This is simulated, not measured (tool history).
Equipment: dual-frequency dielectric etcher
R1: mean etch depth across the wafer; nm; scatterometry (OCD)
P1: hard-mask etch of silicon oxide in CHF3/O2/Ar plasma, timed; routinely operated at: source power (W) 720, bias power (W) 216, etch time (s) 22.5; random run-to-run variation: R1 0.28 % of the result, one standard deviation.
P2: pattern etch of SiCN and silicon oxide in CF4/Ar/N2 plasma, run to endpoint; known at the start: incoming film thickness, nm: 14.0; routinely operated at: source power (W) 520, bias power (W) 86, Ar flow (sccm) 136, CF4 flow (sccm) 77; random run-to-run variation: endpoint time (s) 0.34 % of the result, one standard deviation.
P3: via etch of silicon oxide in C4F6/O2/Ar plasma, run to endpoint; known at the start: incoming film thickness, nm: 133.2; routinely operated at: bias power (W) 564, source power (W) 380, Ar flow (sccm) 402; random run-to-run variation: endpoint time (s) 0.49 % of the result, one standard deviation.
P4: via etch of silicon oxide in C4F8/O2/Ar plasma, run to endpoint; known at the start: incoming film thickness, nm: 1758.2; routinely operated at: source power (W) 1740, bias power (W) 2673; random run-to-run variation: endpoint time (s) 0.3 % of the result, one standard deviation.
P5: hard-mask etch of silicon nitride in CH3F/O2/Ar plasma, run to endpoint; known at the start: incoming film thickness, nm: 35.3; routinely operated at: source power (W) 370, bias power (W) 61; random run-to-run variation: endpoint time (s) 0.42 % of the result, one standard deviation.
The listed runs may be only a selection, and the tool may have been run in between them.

{"run": 1, "hour": 16.5, "process that ran": "P1", "source power (W)": 720, "bias power (W)": 216, "etch time (s)": 22.5, "R1": 50.686}
{"run": 2, "hour": 32.3, "process that ran": "P5", "source power (W)": 370, "bias power (W)": 61, "endpoint time (s)": 56.501}
{"hour": 43.6, "done": "wet clean of the chamber"}
{"run": 3, "hour": 49.2, "process that ran": "P1", "source power (W)": 720, "bias power (W)": 216, "etch time (s)": 22.5, "R1": 51.156}
{"run": 4, "hour": 58.7, "process that ran": "P2", "source power (W)": 520, "bias power (W)": 86, "Ar flow (sccm)": 136, "CF4 flow (sccm)": 100, "endpoint time (s)": 13.644}
{"run": 5, "hour": 69.5, "process that ran": "P3", "source power (W)": 380, "bias power (W)": 564, "Ar flow (sccm)": 479, "endpoint time (s)": 30.461}
{"run": 6, "hour": 79.7, "process that ran": "P2", "source power (W)": 520, "bias power (W)": 49, "Ar flow (sccm)": 136, "CF4 flow (sccm)": 77, "endpoint time (s)": 17.107}
{"run": 7, "hour": 88.5, "process that ran": "P1", "source power (W)": 720, "bias power (W)": 216, "etch time (s)": 22.5, "R1": 51.065}
{"run": 8, "hour": 107.2, "process that ran": "P1", "source power (W)": 720, "bias power (W)": 145, "etch time (s)": 22.5, "R1": 44.312}
{"run": 9, "hour": 121.3, "process that ran": "P1", "source power (W)": 490, "bias power (W)": 216, "etch time (s)": 22.5, "R1": 43.782}
{"run": 10, "hour": 131.3, "process that ran": "P1", "source power (W)": 720, "bias power (W)": 291, "etch time (s)": 22.5, "R1": 56.534}
{"run": 11, "hour": 142.7, "process that ran": "P4", "source power (W)": 2370, "bias power (W)": 2673, "endpoint time (s)": 295.31}
{"run": 12, "hour": 152.4, "process that ran": "P5", "source power (W)": 220, "bias power (W)": 61, "endpoint time (s)": 68.385}
{"run": 13, "hour": 162.1, "process that ran": "P1", "source power (W)": 720, "bias power (W)": 216, "etch time (s)": 22.5, "R1": 50.637}
{"run": 14, "hour": 175.2, "process that ran": "P1", "source power (W)": 720, "bias power (W)": 216, "etch time (s)": 29.5, "R1": 66.548}
{"run": 15, "hour": 188.8, "process that ran": "P4", "source power (W)": 1740, "bias power (W)": 3640, "endpoint time (s)": 302.41}
{"run": 16, "hour": 204.9, "process that ran": "P5", "source power (W)": 370, "bias power (W)": 75, "endpoint time (s)": 52.695}
{"run": 17, "hour": 223.2, "process that ran": "P3", "source power (W)": 220, "bias power (W)": 564, "Ar flow (sccm)": 402, "endpoint time (s)": 36.518}
{"run": 18, "hour": 241.2, "process that ran": "P5", "source power (W)": 370, "bias power (W)": 61, "endpoint time (s)": 56.198}
{"run": 19, "hour": 256.7, "process that ran": "P2", "source power (W)": 520, "bias power (W)": 86, "Ar flow (sccm)": 136, "CF4 flow (sccm)": 77, "endpoint time (s)": 14.087}
{"run": 20, "hour": 270.2, "process that ran": "P2", "source power (W)": 360, "bias power (W)": 86, "Ar flow (sccm)": 136, "CF4 flow (sccm)": 77, "endpoint time (s)": 19.625}
{"run": 21, "hour": 278.6, "process that ran": "P1", "source power (W)": 720, "bias power (W)": 216, "etch time (s)": 16, "R1": 36.12}
{"run": 22, "hour": 293.8, "process that ran": "P1", "source power (W)": 720, "bias power (W)": 148, "etch time (s)": 33.5, "R1": 66.443}
{"run": 23, "hour": 311.1, "process that ran": "P4", "source power (W)": 1740, "bias power (W)": 2673, "endpoint time (s)": 335.49}
{"run": 24, "hour": 328.3, "process that ran": "P2", "source power (W)": 520, "bias power (W)": 86, "Ar flow (sccm)": 96, "CF4 flow (sccm)": 77, "endpoint time (s)": 13.504}
{"run": 25, "hour": 336.6, "process that ran": "P3", "source power (W)": 380, "bias power (W)": 564, "Ar flow (sccm)": 402, "endpoint time (s)": 29.796}
{"run": 26, "hour": 348.4, "process that ran": "P1", "source power (W)": 960, "bias power (W)": 216, "etch time (s)": 22.5, "R1": 56.73}
{"run": 27, "hour": 366.1, "process that ran": "P3", "source power (W)": 380, "bias power (W)": 744, "Ar flow (sccm)": 402, "endpoint time (s)": 26.809}
{"run": 28, "hour": 377.6, "process that ran": "P1", "source power (W)": 720, "bias power (W)": 216, "etch time (s)": 22.5, "R1": 50.628}
{"run": 29, "hour": 389.8, "process that ran": "P1", "source power (W)": 720, "bias power (W)": 216, "etch time (s)": 22.5, "R1": 50.699}
{"run": 30, "hour": 403.6, "process that ran": "P1", "source power (W)": 720, "bias power (W)": 216, "etch time (s)": 22.5, "R1": 50.308}
{"run": 31, "hour": 422.2, "process that ran": "P1", "source power (W)": 720, "bias power (W)": 216, "etch time (s)": 22.5, "R1": 50.501}
{"run": 32, "hour": 433.6, "process that ran": "P1", "source power (W)": 720, "bias power (W)": 216, "etch time (s)": 22.5, "R1": 50.201}
{"run": 33, "hour": 444.1, "process that ran": "P1", "source power (W)": 720, "bias power (W)": 216, "etch time (s)": 22.5, "R1": 50.041}
{"run": 34, "hour": 458.3, "process that ran": "P1", "source power (W)": 720, "bias power (W)": 216, "etch time (s)": 22.5, "R1": 50.317}
{"run": 35, "hour": 470.8, "process that ran": "P1", "source power (W)": 720, "bias power (W)": 216, "etch time (s)": 22.5, "R1": 50.026}
{"run": 36, "hour": 485.5, "process that ran": "P1", "source power (W)": 720, "bias power (W)": 216, "etch time (s)": 22.5, "R1": 49.989}
{"hour": 493.9, "done": "wet clean of the chamber"}
{"run": 37, "hour": 496.5, "process that ran": "P1", "source power (W)": 720, "bias power (W)": 216, "etch time (s)": 22.5, "R1": 50.279}
{"run": 38, "hour": 512.8, "process that ran": "P1", "source power (W)": 720, "bias power (W)": 216, "etch time (s)": 22.5, "R1": 49.993}
{"run": 39, "hour": 527.0, "process that ran": "P1", "source power (W)": 720, "bias power (W)": 216, "etch time (s)": 22.5, "R1": 49.873}
{"run": 40, "hour": 544.9, "process that ran": "P1", "source power (W)": 720, "bias power (W)": 216, "etch time (s)": 22.5, "R1": 50.093}

What P1 gives has crept away from where it was. These 2 causes fit the log equally well, each at the size given:
A: source power that arrives under what is set, % = 3.67
B: bias power that arrives under what is set, % = 4.05
The gradual shift began around hour 389.8.
The rest of the possible causes, and what rules out each one:
chamber walls in a state that lowers the etch rate, %: serviced at hour 493.9, which brought nothing back

Of the 4 check runs below, each run on 2 wafers with the results averaged and each result still a question mark, which one would tell the listed causes apart?
{"run": "check 1", "hour": 562.8, "process that ran": "P4", "source power (W)": 2260, "bias power (W)": 3537, "endpoint time (s)": "?"}
{"run": "check 2", "hour": 562.8, "process that ran": "P2", "source power (W)": 520, "bias power (W)": 51, "Ar flow (sccm)": 105, "CF4 flow (sccm)": 77, "endpoint time (s)": "?"}
{"run": "check 3", "hour": 562.8, "process that ran": "P3", "source power (W)": 280, "bias power (W)": 564, "Ar flow (sccm)": 402, "endpoint time (s)": "?"}
{"run": "check 4", "hour": 562.8, "process that ran": "P5", "source power (W)": 230, "bias power (W)": 70, "endpoint time (s)": "?"}

Check results expected under each cause:
check=check_1 result=endpoint_time_(s) if_A=280.08 if_B=279.69
check=check_2 result=endpoint_time_(s) if_A=16.705 if_B=16.36
check=check_3 result=endpoint_time_(s) if_A=33.811 if_B=33.888
check=check_4 result=endpoint_time_(s) if_A=65.336 if_B=65.375
How far apart the two closest causes lie, in the result that separates them most: check 1 0.14 %; check 2 2.09 %; check 3 0.23 %; check 4 0.06 %
Check 2 is the one run that separates the causes; every other check would come out nearly the same whichever cause is at work.

After running check 2, the following was obtained: endpoint time (s) 16.747. Which cause does this point to?

The cause is A: source power that arrives under what is set, %.

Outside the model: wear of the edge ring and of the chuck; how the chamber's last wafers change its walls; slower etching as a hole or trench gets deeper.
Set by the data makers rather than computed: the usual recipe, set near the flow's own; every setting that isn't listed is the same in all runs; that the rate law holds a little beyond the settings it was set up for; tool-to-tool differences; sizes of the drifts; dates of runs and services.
